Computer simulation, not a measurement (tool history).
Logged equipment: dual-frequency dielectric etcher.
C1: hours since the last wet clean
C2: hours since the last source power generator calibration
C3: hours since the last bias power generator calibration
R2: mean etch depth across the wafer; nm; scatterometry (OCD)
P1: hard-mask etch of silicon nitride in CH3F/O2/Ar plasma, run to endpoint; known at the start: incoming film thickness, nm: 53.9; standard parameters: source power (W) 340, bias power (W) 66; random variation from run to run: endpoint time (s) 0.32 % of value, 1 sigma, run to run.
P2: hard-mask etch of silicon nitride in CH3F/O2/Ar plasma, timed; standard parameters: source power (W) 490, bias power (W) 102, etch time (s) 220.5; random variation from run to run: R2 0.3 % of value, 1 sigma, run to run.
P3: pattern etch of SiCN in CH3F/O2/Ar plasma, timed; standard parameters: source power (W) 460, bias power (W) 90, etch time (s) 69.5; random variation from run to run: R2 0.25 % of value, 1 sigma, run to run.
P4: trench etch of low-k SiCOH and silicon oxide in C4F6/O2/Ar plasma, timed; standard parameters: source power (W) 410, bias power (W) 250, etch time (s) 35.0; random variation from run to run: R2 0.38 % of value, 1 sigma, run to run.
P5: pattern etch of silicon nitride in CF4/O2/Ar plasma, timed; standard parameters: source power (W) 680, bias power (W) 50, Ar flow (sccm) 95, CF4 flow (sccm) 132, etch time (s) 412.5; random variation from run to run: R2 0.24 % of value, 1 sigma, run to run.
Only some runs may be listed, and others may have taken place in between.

Run 1, hour 10.0: process that ran P1, source power (W) 340, bias power (W) 66; C1 390.8; C2 1989.5; C3 2350.5. Result: endpoint time (s) 83.666.
Run 2, hour 17.5: process that ran P1, source power (W) 340, bias power (W) 66; C1 398.3; C2 1997.0; C3 2358.0. Result: endpoint time (s) 83.501.
Run 3, hour 22.3: process that ran P1, source power (W) 340, bias power (W) 66; C1 403.1; C2 2001.8; C3 2362.8. Result: endpoint time (s) 84.023.
Run 4, hour 30.7: process that ran P1, source power (W) 340, bias power (W) 81; C1 411.5; C2 2010.2; C3 2371.2. Result: endpoint time (s) 78.222.
Run 5, hour 36.5: process that ran P5, source power (W) 680, bias power (W) 63, Ar flow (sccm) 95, CF4 flow (sccm) 132, etch time (s) 412.5; C1 417.3; C2 2016.0; C3 2377.0. Result: R2 1156.800 nm.
Run 6, hour 45.3: process that ran P4, source power (W) 410, bias power (W) 336, etch time (s) 35.0; C1 426.1; C2 2024.8; C3 2385.8. Result: R2 139.510 nm.
Run 7, hour 53.7: process that ran P1, source power (W) 240, bias power (W) 66; C1 434.5; C2 2033.2; C3 2394.2. Result: endpoint time (s) 95.694.
Run 8, hour 59.2: process that ran P5, source power (W) 550, bias power (W) 50, Ar flow (sccm) 95, CF4 flow (sccm) 132, etch time (s) 412.5; C1 440.0; C2 2038.7; C3 2399.7. Result: R2 884.830 nm.
Run 9, hour 66.2: process that ran P4, source power (W) 410, bias power (W) 250, etch time (s) 35.0; C1 447.0; C2 2045.7; C3 2406.7. Result: R2 126.120 nm.
Run 10, hour 75.5: process that ran P5, source power (W) 680, bias power (W) 50, Ar flow (sccm) 95, CF4 flow (sccm) 132, etch time (s) 580.0; C1 456.3; C2 2055.0; C3 2416.0. Result: R2 1503.500 nm.
Run 11, hour 80.1: process that ran P2, source power (W) 490, bias power (W) 102, etch time (s) 296.5; C1 460.9; C2 2059.6; C3 2420.6. Result: R2 256.610 nm.
Run 12, hour 89.9: process that ran P1, source power (W) 340, bias power (W) 66; C1 470.7; C2 2069.4; C3 2430.4. Result: endpoint time (s) 83.782.
Run 13, hour 97.7: process that ran P2, source power (W) 680, bias power (W) 102, etch time (s) 220.5; C1 478.5; C2 2077.2; C3 2438.2. Result: R2 215.610 nm.
At hour 101.2: bias power generator calibrated.
Run 14, hour 107.0: process that ran P2, source power (W) 490, bias power (W) 60, etch time (s) 220.5; C1 487.8; C2 2086.5; C3 5.8. Result: R2 158.750 nm.
Run 15, hour 114.3: process that ran P3, source power (W) 340, bias power (W) 90, etch time (s) 69.5; C1 495.1; C2 2093.8; C3 13.1. Result: R2 26.865 nm.
Run 16, hour 119.5: process that ran P2, source power (W) 490, bias power (W) 102, etch time (s) 220.5; C1 500.3; C2 2099.0; C3 18.3. Result: R2 189.520 nm.
Run 17, hour 124.6: process that ran P3, source power (W) 460, bias power (W) 90, etch time (s) 69.5; C1 505.4; C2 2104.1; C3 23.4. Result: R2 29.944 nm.
Run 18, hour 133.3: process that ran P1, source power (W) 260, bias power (W) 79; C1 514.1; C2 2112.8; C3 32.1. Result: endpoint time (s) 87.213.
Run 19, hour 139.5: process that ran P3, source power (W) 460, bias power (W) 90, etch time (s) 69.5; C1 520.3; C2 2119.0; C3 38.3. Result: R2 29.979 nm.
Run 20, hour 144.3: process that ran P4, source power (W) 410, bias power (W) 250, etch time (s) 35.0; C1 525.1; C2 2123.8; C3 43.1. Result: R2 125.660 nm.
Run 21, hour 149.3: process that ran P5, source power (W) 680, bias power (W) 50, Ar flow (sccm) 95, CF4 flow (sccm) 184, etch time (s) 412.5; C1 530.1; C2 2128.8; C3 48.1. Result: R2 1097.900 nm.

Run 22 is up next; what results do you expect?
Run 22, hour 154.7: process that ran P4, source power (W) 410, bias power (W) 250, etch time (s) 24.0; C1 535.5; C2 2134.2; C3 53.5. Result: R2 ?.

R2: 87.493 nm
